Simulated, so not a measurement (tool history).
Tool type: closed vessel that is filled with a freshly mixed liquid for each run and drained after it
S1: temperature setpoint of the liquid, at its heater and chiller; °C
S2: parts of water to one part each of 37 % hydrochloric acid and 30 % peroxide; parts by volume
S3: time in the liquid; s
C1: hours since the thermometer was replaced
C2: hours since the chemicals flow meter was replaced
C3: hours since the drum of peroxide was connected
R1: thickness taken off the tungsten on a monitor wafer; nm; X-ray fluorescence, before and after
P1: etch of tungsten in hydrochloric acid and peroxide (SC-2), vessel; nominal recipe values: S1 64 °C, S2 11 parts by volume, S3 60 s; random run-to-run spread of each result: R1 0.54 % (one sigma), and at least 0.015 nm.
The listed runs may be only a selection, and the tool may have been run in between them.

| run | hour | S1 | S2 | S3 | C1 | C2 | C3 | R1 |
|---|---|---|---|---|---|---|---|---|
| 1 | 4.2 | 64 | 11 | 60 | 383.3 | 558.5 | 864.8 | 33.421 |
| 2 | 7.8 | 64 | 11 | 60 | 386.9 | 562.1 | 868.4 | 33.453 |
| 3 | 11.2 | 64 | 11 | 115 | 390.3 | 565.5 | 871.8 | 64.211 |
| 4 | 15.3 | 64 | 11 | 60 | 394.4 | 569.6 | 875.9 | 33.468 |
| 5 | 19.4 | 64 | 11 | 30 | 398.5 | 573.7 | 880 | 16.527 |
| 6 | 21.5 | 72 | 18 | 60 | 400.6 | 575.8 | 882.1 | 34.905 |
| 7 | 24.6 | 72 | 11 | 60 | 403.7 | 578.9 | 885.2 | 53.866 |
| 8 | 28.6 | 54.5 | 11 | 60 | 407.7 | 582.9 | 889.2 | 18.401 |
| 9 | 33 | 64 | 4 | 60 | 412.1 | 587.3 | 893.6 | 72.681 |
| 10 | 36 | 64 | 19 | 60 | 415.1 | 590.3 | 896.6 | 20.719 |
| 11 | 40.4 | 64 | 11 | 60 | 419.5 | 594.7 | 901 | 33.039 |
| 12 | 44.8 | 64 | 11 | 60 | 423.9 | 599.1 | 905.4 | 33.151 |
| 13 | 49.3 | 64 | 11 | 60 | 428.4 | 603.6 | 909.9 | 34.82 |
| 14 | 53.6 | 64 | 11 | 60 | 432.7 | 607.9 | 914.2 | 35.074 |
| 15 | 56.4 | 64 | 11 | 60 | 435.5 | 610.7 | 917 | 35.616 |
| 16 | 58.9 | 64 | 11 | 60 | 438 | 613.2 | 919.5 | 35.6 |
| 17 | 62.6 | 64 | 11 | 60 | 441.7 | 616.9 | 923.2 | 36.022 |
| 18 | 66.7 | 64 | 11 | 60 | 445.8 | 621 | 927.3 | 35.799 |
| 19 | 70.6 | 64 | 11 | 60 | 449.7 | 624.9 | 931.2 | 36.072 |
| 20 | 73 | 64 | 11 | 60 | 452.1 | 627.3 | 933.6 | 36.273 |
| 21 | 76.2 | 64 | 11 | 60 | 455.3 | 630.5 | 936.8 | 36.203 |

For run 22, what comes out?
| 22 | 79.8 | 64 | 11 | 60 | 458.9 | 634.1 | 940.4 | ? |

{"run 22": {"R1": 36.241}}
